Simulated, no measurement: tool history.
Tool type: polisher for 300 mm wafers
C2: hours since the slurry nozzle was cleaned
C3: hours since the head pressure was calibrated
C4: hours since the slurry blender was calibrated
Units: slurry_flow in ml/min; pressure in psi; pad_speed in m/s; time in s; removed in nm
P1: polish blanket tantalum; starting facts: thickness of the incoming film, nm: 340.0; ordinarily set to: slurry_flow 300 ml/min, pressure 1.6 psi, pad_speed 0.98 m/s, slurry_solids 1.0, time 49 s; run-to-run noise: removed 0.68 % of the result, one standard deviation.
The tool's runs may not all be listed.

{"run": 1, "hour": 5.7, "slurry_flow": 300, "pressure": 1.6, "pad_speed": 0.98, "slurry_solids": 1.0, "time": 49, "wafers polished on this pad": 1106, "C2": 397.6, "C3": 929.9, "C4": 197.1, "removed": 62.159}
{"hour": 12.5, "done": "head pressure recalibrated"}
{"run": 2, "hour": 12.7, "slurry_flow": 300, "pressure": 1.6, "pad_speed": 0.98, "slurry_solids": 1.3, "time": 49, "wafers polished on this pad": 1182, "C2": 404.6, "C3": 0.2, "C4": 204.1, "removed": 65.847}
{"run": 3, "hour": 21.5, "slurry_flow": 300, "pressure": 1.6, "pad_speed": 0.98, "slurry_solids": 0.6, "time": 49, "wafers polished on this pad": 1276, "C2": 413.4, "C3": 9.0, "C4": 212.9, "removed": 51.915}
{"run": 4, "hour": 29.4, "slurry_flow": 300, "pressure": 0.9, "pad_speed": 0.98, "slurry_solids": 0.6, "time": 49, "wafers polished on this pad": 1361, "C2": 421.3, "C3": 16.9, "C4": 220.8, "removed": 29.448}
{"run": 5, "hour": 36.4, "slurry_flow": 180, "pressure": 1.6, "pad_speed": 0.98, "slurry_solids": 1.0, "time": 49, "wafers polished on this pad": 1437, "C2": 428.3, "C3": 23.9, "C4": 227.8, "removed": 59.063}
{"run": 6, "hour": 44.1, "slurry_flow": 300, "pressure": 1.6, "pad_speed": 1.44, "slurry_solids": 1.0, "time": 49, "wafers polished on this pad": 1519, "C2": 436.0, "C3": 31.6, "C4": 235.5, "removed": 90.309}
{"run": 7, "hour": 48.5, "slurry_flow": 300, "pressure": 1.6, "pad_speed": 0.98, "slurry_solids": 1.0, "time": 49, "wafers polished on this pad": 1567, "C2": 440.4, "C3": 36.0, "C4": 239.9, "removed": 61.46}
{"run": 8, "hour": 56.4, "slurry_flow": 300, "pressure": 1.6, "pad_speed": 0.98, "slurry_solids": 1.0, "time": 49, "wafers polished on this pad": 1652, "C2": 448.3, "C3": 43.9, "C4": 247.8, "removed": 61.848}
{"run": 9, "hour": 65.0, "slurry_flow": 300, "pressure": 0.7, "pad_speed": 0.98, "slurry_solids": 1.0, "time": 28, "wafers polished on this pad": 1744, "C2": 456.9, "C3": 52.5, "C4": 256.4, "removed": 15.551}
{"run": 10, "hour": 71.9, "slurry_flow": 300, "pressure": 1.6, "pad_speed": 0.98, "slurry_solids": 1.0, "time": 76, "wafers polished on this pad": 1819, "C2": 463.8, "C3": 59.4, "C4": 263.3, "removed": 96.445}
{"run": 11, "hour": 78.9, "slurry_flow": 300, "pressure": 2.6, "pad_speed": 0.98, "slurry_solids": 1.0, "time": 49, "wafers polished on this pad": 1894, "C2": 470.8, "C3": 66.4, "C4": 270.3, "removed": 100.47}
{"run": 12, "hour": 85.8, "slurry_flow": 300, "pressure": 1.6, "pad_speed": 0.98, "slurry_solids": 1.0, "time": 31, "wafers polished on this pad": 1968, "C2": 477.7, "C3": 73.3, "C4": 277.2, "removed": 38.575}
{"run": 13, "hour": 91.8, "slurry_flow": 300, "pressure": 1.6, "pad_speed": 0.98, "slurry_solids": 1.0, "time": 49, "wafers polished on this pad": 2033, "C2": 483.7, "C3": 79.3, "C4": 283.2, "removed": 62.413}
{"run": 14, "hour": 97.1, "slurry_flow": 300, "pressure": 0.8, "pad_speed": 0.98, "slurry_solids": 1.0, "time": 49, "wafers polished on this pad": 2090, "C2": 489.0, "C3": 84.6, "C4": 288.5, "removed": 30.754}
{"run": 15, "hour": 101.1, "slurry_flow": 375, "pressure": 1.6, "pad_speed": 0.98, "slurry_solids": 1.0, "time": 49, "wafers polished on this pad": 2133, "C2": 493.0, "C3": 88.6, "C4": 292.5, "removed": 62.978}
{"run": 16, "hour": 109.6, "slurry_flow": 300, "pressure": 1.6, "pad_speed": 0.58, "slurry_solids": 1.0, "time": 49, "wafers polished on this pad": 2225, "C2": 501.5, "C3": 97.1, "C4": 301.0, "removed": 36.818}
{"run": 17, "hour": 116.4, "slurry_flow": 300, "pressure": 1.6, "pad_speed": 0.98, "slurry_solids": 1.0, "time": 49, "wafers polished on this pad": 2298, "C2": 508.3, "C3": 103.9, "C4": 307.8, "removed": 62.154}
{"run": 18, "hour": 121.1, "slurry_flow": 300, "pressure": 1.6, "pad_speed": 0.98, "slurry_solids": 1.0, "time": 49, "wafers polished on this pad": 2348, "C2": 513.0, "C3": 108.6, "C4": 312.5, "removed": 60.532}
{"run": 19, "hour": 125.4, "slurry_flow": 300, "pressure": 1.6, "pad_speed": 0.98, "slurry_solids": 1.0, "time": 49, "wafers polished on this pad": 2395, "C2": 517.3, "C3": 112.9, "C4": 316.8, "removed": 59.846}
{"run": 20, "hour": 130.3, "slurry_flow": 300, "pressure": 1.6, "pad_speed": 0.98, "slurry_solids": 1.0, "time": 49, "wafers polished on this pad": 2447, "C2": 522.2, "C3": 117.8, "C4": 321.7, "removed": 58.692}
{"run": 21, "hour": 137.8, "slurry_flow": 300, "pressure": 1.6, "pad_speed": 0.98, "slurry_solids": 1.0, "time": 49, "wafers polished on this pad": 2528, "C2": 529.7, "C3": 125.3, "C4": 329.2, "removed": 58.24}
{"hour": 138.0, "done": "slurry nozzle cleaned"}
{"hour": 143.4, "done": "head pressure recalibrated"}
{"run": 22, "hour": 146.6, "slurry_flow": 300, "pressure": 1.6, "pad_speed": 0.98, "slurry_solids": 1.0, "time": 49, "wafers polished on this pad": 2623, "C2": 8.6, "C3": 3.2, "C4": 338.0, "removed": 57.561}
{"run": 23, "hour": 154.3, "slurry_flow": 300, "pressure": 1.6, "pad_speed": 0.98, "slurry_solids": 1.0, "time": 49, "wafers polished on this pad": 2706, "C2": 16.3, "C3": 10.9, "C4": 345.7, "removed": 57.32}
{"run": 24, "hour": 159.2, "slurry_flow": 300, "pressure": 1.6, "pad_speed": 0.98, "slurry_solids": 1.0, "time": 49, "wafers polished on this pad": 2758, "C2": 21.2, "C3": 15.8, "C4": 350.6, "removed": 57.852}
{"run": 25, "hour": 167.3, "slurry_flow": 300, "pressure": 1.6, "pad_speed": 0.98, "slurry_solids": 1.0, "time": 49, "wafers polished on this pad": 2846, "C2": 29.3, "C3": 23.9, "C4": 358.7, "removed": 57.512}

Estimate the outcome of run 26 from the log above:
{"run": 26, "hour": 174.5, "slurry_flow": 300, "pressure": 1.6, "pad_speed": 0.98, "slurry_solids": 1.0, "time": 49, "wafers polished on this pad": 2923, "C2": 36.5, "C3": 31.1, "C4": 365.9, "removed": "?"}

Run 26 came out at removed 56.798 nm.
